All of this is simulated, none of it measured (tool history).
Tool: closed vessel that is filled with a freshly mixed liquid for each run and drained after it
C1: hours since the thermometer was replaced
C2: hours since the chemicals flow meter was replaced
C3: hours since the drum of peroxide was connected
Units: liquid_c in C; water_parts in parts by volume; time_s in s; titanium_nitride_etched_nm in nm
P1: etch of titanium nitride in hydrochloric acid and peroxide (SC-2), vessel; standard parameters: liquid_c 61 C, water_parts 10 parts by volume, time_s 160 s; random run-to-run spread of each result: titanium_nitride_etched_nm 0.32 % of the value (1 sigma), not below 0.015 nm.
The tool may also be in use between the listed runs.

run 1 hour=2.7 | liquid_c=61 water_parts=10 time_s=160 | C1=1988 C2=1082.8 C3=508.5 | titanium_nitride_etched_nm=7.699
run 2 hour=6.4 | liquid_c=61 water_parts=10 time_s=160 | C1=1991.7 C2=1086.5 C3=512.2 | titanium_nitride_etched_nm=7.7714
run 3 hour=9.2 | liquid_c=61 water_parts=10 time_s=30 | C1=1994.5 C2=1089.3 C3=515 | titanium_nitride_etched_nm=1.4516
run 4 hour=13.4 | liquid_c=61 water_parts=10 time_s=160 | C1=1998.7 C2=1093.5 C3=519.2 | titanium_nitride_etched_nm=7.6803
run 5 hour=16.9 | liquid_c=61 water_parts=6.5 time_s=75 | C1=2002.2 C2=1097 C3=522.7 | titanium_nitride_etched_nm=5.1531
run 6 hour=20.1 | liquid_c=61 water_parts=4 time_s=160 | C1=2005.4 C2=1100.2 C3=525.9 | titanium_nitride_etched_nm=15.455
run 7 hour=25.2 | liquid_c=61 water_parts=10 time_s=160 | C1=2010.5 C2=1105.3 C3=531 | titanium_nitride_etched_nm=7.7627
run 8 hour=30.6 | liquid_c=61 water_parts=10 time_s=160 | C1=2015.9 C2=1110.7 C3=536.4 | titanium_nitride_etched_nm=7.7496
run 9 hour=35 | liquid_c=45 water_parts=10 time_s=160 | C1=2020.3 C2=1115.1 C3=540.8 | titanium_nitride_etched_nm=2.6855
run 10 hour=40.2 | liquid_c=61 water_parts=10 time_s=160 | C1=2025.5 C2=1120.3 C3=546 | titanium_nitride_etched_nm=7.7552
run 11 hour=44.7 | liquid_c=61 water_parts=10 time_s=285 | C1=2030 C2=1124.8 C3=550.5 | titanium_nitride_etched_nm=13.719
run 12 hour=48.2 | liquid_c=72 water_parts=10 time_s=160 | C1=2033.5 C2=1128.3 C3=554 | titanium_nitride_etched_nm=15.031
run 13 hour=51.8 | liquid_c=61 water_parts=17.5 time_s=160 | C1=2037.1 C2=1131.9 C3=557.6 | titanium_nitride_etched_nm=4.7671
run 14 hour=54.5 | liquid_c=61 water_parts=10 time_s=160 | C1=2039.8 C2=1134.6 C3=560.3 | titanium_nitride_etched_nm=7.7771
run 15 hour=59.5 | liquid_c=61 water_parts=10 time_s=160 | C1=2044.8 C2=1139.6 C3=565.3 | titanium_nitride_etched_nm=7.5035
run 16 hour=63.6 | liquid_c=61 water_parts=10 time_s=160 | C1=2048.9 C2=1143.7 C3=569.4 | titanium_nitride_etched_nm=7.3552
run 17 hour=68.5 | liquid_c=61 water_parts=10 time_s=160 | C1=2053.8 C2=1148.6 C3=574.3 | titanium_nitride_etched_nm=7.2907
run 18 hour=72 | liquid_c=61 water_parts=10 time_s=160 | C1=2057.3 C2=1152.1 C3=577.8 | titanium_nitride_etched_nm=7.2183
run 19 hour=77.3 | liquid_c=61 water_parts=10 time_s=160 | C1=2062.6 C2=1157.4 C3=583.1 | titanium_nitride_etched_nm=7.2052
-- hour=79.1 new drum of peroxide connected
run 20 hour=81.9 | liquid_c=61 water_parts=10 time_s=160 | C1=2067.2 C2=1162 C3=2.8 | titanium_nitride_etched_nm=7.1401
run 21 hour=86.9 | liquid_c=61 water_parts=10 time_s=160 | C1=2072.2 C2=1167 C3=7.8 | titanium_nitride_etched_nm=7.1244
run 22 hour=92.4 | liquid_c=61 water_parts=10 time_s=160 | C1=2077.7 C2=1172.5 C3=13.3 | titanium_nitride_etched_nm=7.1599

Compared with where it was, what P1 gives has crept away. Each cause listed below fits the log as well as the rest, at the size given for it:
A: chemicals flow below the setpoint (%) = 9.06
B: liquid colder than its thermometer reads (K) = 1.28
The process output started creeping at around hour 54.5.
The rest of the possible causes, and what rules out each one:
peroxide weaker than its label (%): serviced after onset, at hour 79.1, with no recovery of the prior output

Each of the check runs listed below is run on 2 wafers and reports their average, with the results left as question marks. Pick the one under which the possible causes would lead to clearly different results.
run check 1 hour=97.9 | liquid_c=71.5 water_parts=10 time_s=270 | titanium_nitride_etched_nm=?
run check 2 hour=97.9 | liquid_c=61 water_parts=17.5 time_s=160 | titanium_nitride_etched_nm=?
run check 3 hour=97.9 | liquid_c=45 water_parts=4 time_s=160 | titanium_nitride_etched_nm=?
run check 4 hour=97.9 | liquid_c=61 water_parts=17.5 time_s=45 | titanium_nitride_etched_nm=?

If the cause were each of the candidates in turn, the checks would give the following:
check=check_1 result=titanium_nitride_etched_nm if_A=22.75 if_B=22.851
check=check_2 result=titanium_nitride_etched_nm if_A=4.3715 if_B=4.3955
check=check_3 result=titanium_nitride_etched_nm if_A=5.089 if_B=4.9682
check=check_4 result=titanium_nitride_etched_nm if_A=1.2295 if_B=1.2362
Per-check spread between the two closest causes, in the result where they differ most: check 1 0.44 %; check 2 0.55 %; check 3 2.4 %; check 4 0.55 %
Check 3 tells the causes apart: in the others they would give nearly the same result.

With check 3 done, the readings were: titanium_nitride_etched_nm 4.9561 nm. Identify which of the listed causes applies.

Of the candidate causes, it is B: liquid colder than its thermometer reads (K).

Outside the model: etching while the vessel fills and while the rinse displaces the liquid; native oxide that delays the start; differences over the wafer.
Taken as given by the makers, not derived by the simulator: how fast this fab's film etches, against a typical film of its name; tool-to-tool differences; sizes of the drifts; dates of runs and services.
